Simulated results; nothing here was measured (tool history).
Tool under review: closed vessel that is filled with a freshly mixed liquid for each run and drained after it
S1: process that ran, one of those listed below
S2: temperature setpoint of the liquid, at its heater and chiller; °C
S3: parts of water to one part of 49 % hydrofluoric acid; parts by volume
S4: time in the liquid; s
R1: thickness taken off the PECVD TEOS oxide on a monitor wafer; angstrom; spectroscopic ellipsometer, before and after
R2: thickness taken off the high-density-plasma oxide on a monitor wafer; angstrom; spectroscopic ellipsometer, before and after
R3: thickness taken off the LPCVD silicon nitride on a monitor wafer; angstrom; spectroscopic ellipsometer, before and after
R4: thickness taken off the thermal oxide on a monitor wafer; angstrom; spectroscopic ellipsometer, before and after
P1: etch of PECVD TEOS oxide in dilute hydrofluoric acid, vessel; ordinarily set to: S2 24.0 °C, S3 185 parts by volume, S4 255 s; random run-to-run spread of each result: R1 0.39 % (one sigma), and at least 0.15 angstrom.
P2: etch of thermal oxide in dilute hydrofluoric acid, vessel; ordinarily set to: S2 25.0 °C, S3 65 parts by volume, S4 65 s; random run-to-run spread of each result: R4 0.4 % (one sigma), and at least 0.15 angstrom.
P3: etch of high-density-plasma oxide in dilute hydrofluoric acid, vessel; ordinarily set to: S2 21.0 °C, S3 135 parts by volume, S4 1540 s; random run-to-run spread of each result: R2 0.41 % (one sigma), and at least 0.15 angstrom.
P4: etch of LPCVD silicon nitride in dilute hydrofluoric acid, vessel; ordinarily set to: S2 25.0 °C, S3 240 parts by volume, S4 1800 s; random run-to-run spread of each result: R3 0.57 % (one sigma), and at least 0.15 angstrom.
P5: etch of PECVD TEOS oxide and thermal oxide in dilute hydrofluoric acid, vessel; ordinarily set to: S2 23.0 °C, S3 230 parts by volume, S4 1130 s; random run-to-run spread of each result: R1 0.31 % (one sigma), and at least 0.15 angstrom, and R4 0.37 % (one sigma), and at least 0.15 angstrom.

run	day	S1	S2	S3	S4	R1	R2	R3	R4
1	0.254	P1	24.0	185	255	150.160			
2	0.517	P3	17.0	135	1540		408.56		
3	0.692	P1	24.0	185	135	80.081			
4	0.921	P4	25.0	240	1800			40.499	
5	1.158	P5	23.0	230	1130	359.180			188.350
6	1.417	P2	25.0	30	65				113.600
7	1.662	P2	19.5	65	65				39.573
8	1.904	P1	24.0	185	385	226.570			
9	2.075	P4	25.0	240	1800			41.250	
10	2.400	P4	25.0	365	1800			26.912	
11	2.625	P1	24.0	185	255	149.600			
12	2.842	P5	23.0	230	1130	356.590			187.860
13	3.221	P2	25.0	65	65				49.908
14	3.512	P1	17.5	185	255	116.750			
15	3.896	P1	24.0	185	255	149.320			
16	4.167	P5	23.0	65	1130	1536.100			804.580
17	4.354	P4	25.0	240	960			21.523	
18	4.708	P1	24.0	260	255	98.956			
19	4.938	P4	20.5	240	1800			30.870	
20	5.117	P3	21.0	135	1540		481.85		
21	5.429	P1	24.0	185	255	149.830			
22	5.633	P1	24.0	100	255	304.810			
23	5.979	P5	23.0	230	1695	538.970			280.640
24	6.225	P2	25.0	65	125				95.361
25	6.438	P5	18.0	230	1130	298.790			155.400
26	6.704	P1	28.0	185	255	173.950			
27	7.092	P3	21.0	230	1540		255.14		
28	7.312	P2	25.0	65	65				49.802
29	7.662	P3	21.0	135	2745		856.17		
30	8.058	P1	24.0	185	255	150.620			
31	8.329	P1	24.0	55	30	69.217			
32	8.708	P1	24.0	185	255	150.400			

Expected results for the next run?
33	8.967	P1	24.0	185	255	?			

R1: 150.210 angstrom
